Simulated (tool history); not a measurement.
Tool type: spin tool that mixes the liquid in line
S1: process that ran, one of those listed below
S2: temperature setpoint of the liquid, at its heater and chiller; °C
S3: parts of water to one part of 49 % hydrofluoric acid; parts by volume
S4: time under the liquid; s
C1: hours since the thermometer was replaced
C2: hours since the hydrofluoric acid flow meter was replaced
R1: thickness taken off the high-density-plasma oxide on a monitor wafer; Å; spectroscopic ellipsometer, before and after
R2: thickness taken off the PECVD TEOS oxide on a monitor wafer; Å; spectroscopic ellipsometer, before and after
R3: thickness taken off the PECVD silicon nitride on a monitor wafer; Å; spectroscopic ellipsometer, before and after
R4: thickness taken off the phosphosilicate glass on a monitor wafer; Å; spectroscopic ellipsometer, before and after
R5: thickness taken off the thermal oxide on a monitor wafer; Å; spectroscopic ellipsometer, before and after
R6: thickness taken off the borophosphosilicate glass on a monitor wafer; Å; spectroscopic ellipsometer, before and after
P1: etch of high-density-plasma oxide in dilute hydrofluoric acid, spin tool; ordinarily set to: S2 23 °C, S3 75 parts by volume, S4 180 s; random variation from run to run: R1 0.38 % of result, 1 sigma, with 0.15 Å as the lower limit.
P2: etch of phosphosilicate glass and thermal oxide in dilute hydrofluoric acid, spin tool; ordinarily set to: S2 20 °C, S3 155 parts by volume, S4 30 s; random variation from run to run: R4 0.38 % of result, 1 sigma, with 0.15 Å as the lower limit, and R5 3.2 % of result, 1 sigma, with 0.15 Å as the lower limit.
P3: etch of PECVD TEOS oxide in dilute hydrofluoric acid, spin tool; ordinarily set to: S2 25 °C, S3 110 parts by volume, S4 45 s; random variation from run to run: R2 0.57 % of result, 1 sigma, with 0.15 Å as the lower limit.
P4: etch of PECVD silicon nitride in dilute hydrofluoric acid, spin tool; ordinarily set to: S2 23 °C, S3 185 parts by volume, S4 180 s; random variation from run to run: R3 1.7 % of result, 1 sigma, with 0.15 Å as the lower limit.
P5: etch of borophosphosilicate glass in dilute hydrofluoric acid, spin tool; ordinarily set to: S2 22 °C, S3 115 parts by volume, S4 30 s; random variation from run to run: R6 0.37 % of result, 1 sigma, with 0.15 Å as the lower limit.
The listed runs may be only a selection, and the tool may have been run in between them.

Run 1, day 0.262: S1 P1, S2 23 °C, S3 75 parts by volume, S4 180 s; C1 117.9; C2 888.7. Result: R1 134.71 Å.
Run 2, day 0.571: S1 P3, S2 25 °C, S3 110 parts by volume, S4 45 s; C1 125.3; C2 896.1. Result: R2 69.009 Å.
Run 3, day 0.962: S1 P3, S2 25 °C, S3 50 parts by volume, S4 45 s; C1 134.7; C2 905.5. Result: R2 164.52 Å.
Run 4, day 1.167: S1 P1, S2 23 °C, S3 75 parts by volume, S4 180 s; C1 139.6; C2 910.4. Result: R1 135.13 Å.
Run 5, day 1.45: S1 P4, S2 23 °C, S3 185 parts by volume, S4 25 s; C1 146.4; C2 917.2. Result: R3 2.2824 Å.
Run 6, day 1.862: S1 P2, S2 20 °C, S3 155 parts by volume, S4 30 s; C1 156.3; C2 927.1. Result: R4 302.64 Å, R5 7.2885 Å.
Run 7, day 2.158: S1 P1, S2 23 °C, S3 75 parts by volume, S4 345 s; C1 163.4; C2 934.2. Result: R1 258.35 Å.
Run 8, day 2.383: S1 P2, S2 20 °C, S3 155 parts by volume, S4 55 s; C1 168.8; C2 939.6. Result: R4 553.93 Å, R5 13.367 Å.
Run 9, day 2.604: S1 P1, S2 23 °C, S3 125 parts by volume, S4 180 s; C1 174.1; C2 944.9. Result: R1 76.226 Å.
Run 10, day 2.812: S1 P1, S2 23 °C, S3 75 parts by volume, S4 180 s; C1 179.1; C2 949.9. Result: R1 134.28 Å.
Run 11, day 3.175: S1 P3, S2 25 °C, S3 110 parts by volume, S4 75 s; C1 187.8; C2 958.6. Result: R2 116.37 Å.
Run 12, day 3.529: S1 P2, S2 20 °C, S3 155 parts by volume, S4 30 s; C1 196.3; C2 967.1. Result: R4 305.38 Å, R5 7.3059 Å.
Run 13, day 3.746: S1 P1, S2 17.5 °C, S3 75 parts by volume, S4 315 s; C1 201.5; C2 972.3. Result: R1 187.97 Å.
Run 14, day 4.129: S1 P2, S2 20 °C, S3 260 parts by volume, S4 30 s; C1 210.7; C2 981.5. Result: R4 163.58 Å, R5 3.9091 Å.
Run 15, day 4.404: S1 P1, S2 17 °C, S3 75 parts by volume, S4 180 s; C1 217.3; C2 988.1. Result: R1 105.16 Å.
Run 16, day 4.825: S1 P5, S2 22 °C, S3 40 parts by volume, S4 30 s; C1 227.4; C2 998.2. Result: R6 562.35 Å.
Run 17, day 5.067: S1 P1, S2 23 °C, S3 75 parts by volume, S4 180 s; C1 233.2; C2 1004. Result: R1 134.25 Å.
Run 18, day 5.338: S1 P1, S2 28.5 °C, S3 75 parts by volume, S4 180 s; C1 239.7; C2 1010.5. Result: R1 167.47 Å.
Run 19, day 5.683: S1 P2, S2 17 °C, S3 155 parts by volume, S4 30 s; C1 248; C2 1018.8. Result: R4 267.74 Å, R5 6.6116 Å.
Run 20, day 5.879: S1 P1, S2 23 °C, S3 75 parts by volume, S4 25 s; C1 252.7; C2 1023.5. Result: R1 18.704 Å.
Run 21, day 6.2: S1 P4, S2 23 °C, S3 185 parts by volume, S4 180 s; C1 260.4; C2 1031.2. Result: R3 16.653 Å.
Run 22, day 6.425: S1 P4, S2 23 °C, S3 185 parts by volume, S4 180 s; C1 265.8; C2 1036.6. Result: R3 16.83 Å.
Run 23, day 6.721: S1 P3, S2 20 °C, S3 110 parts by volume, S4 45 s; C1 272.9; C2 1043.7. Result: R2 57.167 Å.
Run 24, day 7.125: S1 P5, S2 17 °C, S3 115 parts by volume, S4 30 s; C1 282.6; C2 1053.4. Result: R6 145.94 Å.
Run 25, day 7.317: S1 P1, S2 23 °C, S3 20 parts by volume, S4 180 s; C1 287.2; C2 1058. Result: R1 542.12 Å.
Run 26, day 7.533: S1 P5, S2 22 °C, S3 115 parts by volume, S4 30 s; C1 292.4; C2 1063.2. Result: R6 179.11 Å.
Run 27, day 7.896: S1 P1, S2 23 °C, S3 75 parts by volume, S4 180 s; C1 301.1; C2 1071.9. Result: R1 133.98 Å.
Run 28, day 8.229: S1 P4, S2 27 °C, S3 185 parts by volume, S4 180 s; C1 309.1; C2 1079.9. Result: R3 21.697 Å.
Run 29, day 8.5: S1 P4, S2 23 °C, S3 35 parts by volume, S4 180 s; C1 315.6; C2 1086.4. Result: R3 87.316 Å.
Run 30, day 8.729: S1 P5, S2 22 °C, S3 115 parts by volume, S4 60 s; C1 321.1; C2 1091.9. Result: R6 358.21 Å.
Run 31, day 9.012: S1 P1, S2 23 °C, S3 75 parts by volume, S4 180 s; C1 327.9; C2 1098.7. Result: R1 134.59 Å.
Run 32, day 9.217: S1 P1, S2 23 °C, S3 75 parts by volume, S4 180 s; C1 332.8; C2 1103.6. Result: R1 132.34 Å.
Run 33, day 9.554: S1 P1, S2 23 °C, S3 75 parts by volume, S4 180 s; C1 340.9; C2 1111.7. Result: R1 127.61 Å.
Run 34, day 9.917: S1 P1, S2 23 °C, S3 75 parts by volume, S4 180 s; C1 349.6; C2 1120.4. Result: R1 125.68 Å.
Run 35, day 10.279: S1 P1, S2 23 °C, S3 75 parts by volume, S4 180 s; C1 358.3; C2 1129.1. Result: R1 125.56 Å.
Run 36, day 10.592: S1 P1, S2 23 °C, S3 75 parts by volume, S4 180 s; C1 365.8; C2 1136.6. Result: R1 123.88 Å.
Run 37, day 10.862: S1 P1, S2 23 °C, S3 75 parts by volume, S4 180 s; C1 372.3; C2 1143.1. Result: R1 124.03 Å.
Run 38, day 11.233: S1 P1, S2 23 °C, S3 75 parts by volume, S4 180 s; C1 381.2; C2 1152. Result: R1 122.81 Å.
Run 39, day 11.662: S1 P1, S2 23 °C, S3 75 parts by volume, S4 180 s; C1 391.5; C2 1162.3. Result: R1 123.8 Å.
Run 40, day 11.958: S1 P1, S2 23 °C, S3 75 parts by volume, S4 180 s; C1 398.6; C2 1169.4. Result: R1 122.68 Å.

Something has made what P1 gives creep away from where it was; the 2 causes below, each at its own stated size, fit the log equally well:
A: hydrofluoric acid flow below the setpoint (%) = 7.85
B: liquid colder than its thermometer reads (K) = 2.19
At approximately day 9.012, the process output began to creep.

Below are 4 check runs, each averaged over 3 wafers, with their results shown as question marks. Which of them would give clearly different results depending on which cause is behind the drift?
Run check 1, day 12.254: S1 P2, S2 17 °C, S3 155 parts by volume, S4 30 s. Result: R4 ?, R5 ?.
Run check 2, day 12.254: S1 P5, S2 22 °C, S3 65 parts by volume, S4 45 s. Result: R6 ?.
Run check 3, day 12.254: S1 P3, S2 25 °C, S3 60 parts by volume, S4 45 s. Result: R2 ?.
Run check 4, day 12.254: S1 P4, S2 23 °C, S3 60 parts by volume, S4 180 s. Result: R3 ?.

Predicted outcomes, by check and by cause:
  check  result    if A    if B
check 1      R4  244.94  245.88
check 1      R5  5.8283  5.8507
check 2      R6  461.59  460.31
check 3      R2  124.17  124.06
check 4      R3  46.452  43.345
How far apart the two closest causes lie, in the result that separates them most: check 1 0.38 %; check 2 0.28 %; check 3 0.09 %; check 4 6.92 %
Of the check runs offered, only check 4 discriminates between the causes; the rest would read about the same regardless of which cause applies.

The results of check 4 are: R3 46.333 Å. Based on these, which of the listed causes is it?

The correct cause is A, namely: hydrofluoric acid flow below the setpoint (%).
